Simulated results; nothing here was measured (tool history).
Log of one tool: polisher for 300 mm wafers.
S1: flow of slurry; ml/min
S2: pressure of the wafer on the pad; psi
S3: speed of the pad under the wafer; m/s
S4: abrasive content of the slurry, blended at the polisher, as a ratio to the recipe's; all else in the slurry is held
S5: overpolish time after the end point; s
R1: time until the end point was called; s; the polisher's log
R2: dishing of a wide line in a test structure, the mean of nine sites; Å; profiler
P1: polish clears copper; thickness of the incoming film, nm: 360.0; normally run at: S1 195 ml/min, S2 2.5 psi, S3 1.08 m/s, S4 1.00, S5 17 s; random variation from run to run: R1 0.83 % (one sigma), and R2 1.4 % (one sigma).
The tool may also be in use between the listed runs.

| run | hour | S1 | S2 | S3 | S4 | S5 | R1 | R2 |
|---|---|---|---|---|---|---|---|---|
| 1 | 12.3 | 195 | 2.5 | 1.08 | 1.00 | 17 | 135.250 | 276.83 |
| 2 | 30.7 | 195 | 2.5 | 1.08 | 1.00 | 17 | 132.380 | 278.90 |
| 3 | 43.5 | 195 | 2.5 | 1.08 | 1.00 | 24 | 133.790 | 347.88 |
| 4 | 62.2 | 195 | 2.5 | 1.08 | 1.00 | 17 | 134.880 | 283.52 |
| 5 | 80.7 | 195 | 2.5 | 0.48 | 1.00 | 17 | 299.340 | 146.75 |
| 6 | 92.0 | 195 | 2.5 | 1.08 | 1.00 | 17 | 134.790 | 283.56 |
| 7 | 105.0 | 300 | 2.5 | 1.08 | 0.55 | 17 | 146.950 | 261.68 |
| 8 | 115.8 | 195 | 2.5 | 1.08 | 0.50 | 17 | 154.970 | 249.14 |
| 9 | 131.6 | 115 | 2.5 | 1.08 | 1.00 | 17 | 146.350 | 257.53 |
| 10 | 149.0 | 195 | 2.5 | 1.08 | 1.00 | 17 | 134.250 | 283.43 |
| 11 | 159.2 | 275 | 2.5 | 1.08 | 1.00 | 17 | 129.010 | 285.07 |
| 12 | 170.4 | 195 | 2.5 | 1.08 | 1.30 | 17 | 127.820 | 285.38 |
| 13 | 188.2 | 195 | 4.0 | 1.08 | 1.00 | 17 | 83.852 | 386.16 |
| 14 | 200.9 | 195 | 2.5 | 1.54 | 1.00 | 17 | 94.865 | 343.98 |
| 15 | 216.9 | 195 | 1.4 | 1.08 | 1.00 | 17 | 240.620 | 175.11 |
| 16 | 234.5 | 195 | 1.9 | 0.82 | 1.00 | 17 | 238.240 | 181.15 |
|  | 244.5 | slurry blender recalibrated |
| 17 | 253.4 | 195 | 2.5 | 1.08 | 1.00 | 17 | 135.190 | 272.71 |
| 18 | 265.9 | 195 | 2.5 | 1.08 | 1.00 | 5 | 133.990 | 101.56 |
| 19 | 274.2 | 195 | 2.5 | 1.08 | 1.00 | 17 | 133.460 | 283.22 |
| 20 | 286.8 | 195 | 2.5 | 1.08 | 1.00 | 17 | 135.820 | 271.24 |
| 21 | 301.4 | 195 | 2.5 | 1.08 | 1.00 | 17 | 137.160 | 276.79 |
| 22 | 318.3 | 195 | 2.5 | 1.08 | 1.00 | 17 | 140.350 | 270.65 |
| 23 | 326.7 | 195 | 2.5 | 1.08 | 1.00 | 17 | 141.190 | 270.87 |
|  | 327.3 | slurry blender recalibrated |
| 24 | 344.2 | 195 | 2.5 | 1.08 | 1.00 | 17 | 143.000 | 272.78 |
| 25 | 353.0 | 195 | 2.5 | 1.08 | 1.00 | 17 | 143.810 | 267.50 |
|  | 361.5 | head pressure recalibrated |
| 26 | 361.6 | 195 | 2.5 | 1.08 | 1.00 | 17 | 141.420 | 268.66 |
| 27 | 371.1 | 195 | 2.5 | 1.08 | 1.00 | 17 | 138.910 | 267.56 |
| 28 | 389.3 | 195 | 2.5 | 1.08 | 1.00 | 17 | 141.920 | 268.97 |
| 29 | 407.7 | 195 | 2.5 | 1.08 | 1.00 | 17 | 141.700 | 268.25 |

What P1 gives has crept away from where it was. These 2 causes fit the log equally well, each at the size given:
A: slurry flow missing at the pad, % = 30.1
B: removal rate lost through wear of the pad, % = 5.58
The creep began at about hour 274.2.
Why every other cause is out:
head's pressure below its setpoint, %: serviced at hour 361.5, which brought nothing back
abrasive missing from the slurry, %: serviced at hour 327.3, which brought nothing back

4 check runs are offered, each on 3 wafers whose results are averaged, their results left as question marks. Which one tells the causes apart?
| check 1 | 426.1 | 195 | 3.6 | 1.08 | 1.00 | 17 | ? | ? |
| check 2 | 426.1 | 195 | 2.5 | 1.08 | 0.70 | 17 | ? | ? |
| check 3 | 426.1 | 115 | 2.5 | 1.08 | 1.00 | 17 | ? | ? |
| check 4 | 426.1 | 195 | 2.5 | 1.46 | 1.00 | 24 | ? | ? |

What each check would give under each cause:
| check | result | if A | if B |
|---|---|---|---|
| check 1 | R1 | 99.058 | 99.055 |
| check 1 | R2 | 351.69 | 351.69 |
| check 2 | R1 | 153.720 | 153.720 |
| check 2 | R2 | 253.66 | 253.67 |
| check 3 | R1 | 162.000 | 156.400 |
| check 3 | R2 | 243.95 | 250.44 |
| check 4 | R1 | 105.520 | 105.510 |
| check 4 | R2 | 401.35 | 401.36 |
How far apart the two closest causes lie, in the result that separates them most: check 1 0 %; check 2 0 %; check 3 3.52 %; check 4 0 %
Only check 3 tells the causes apart: in the others they would give nearly the same result.

Then check 3 was run and gave: R1 155.350 s; R2 251.39 Å. Which cause is it?

It is B: removal rate lost through wear of the pad, %.
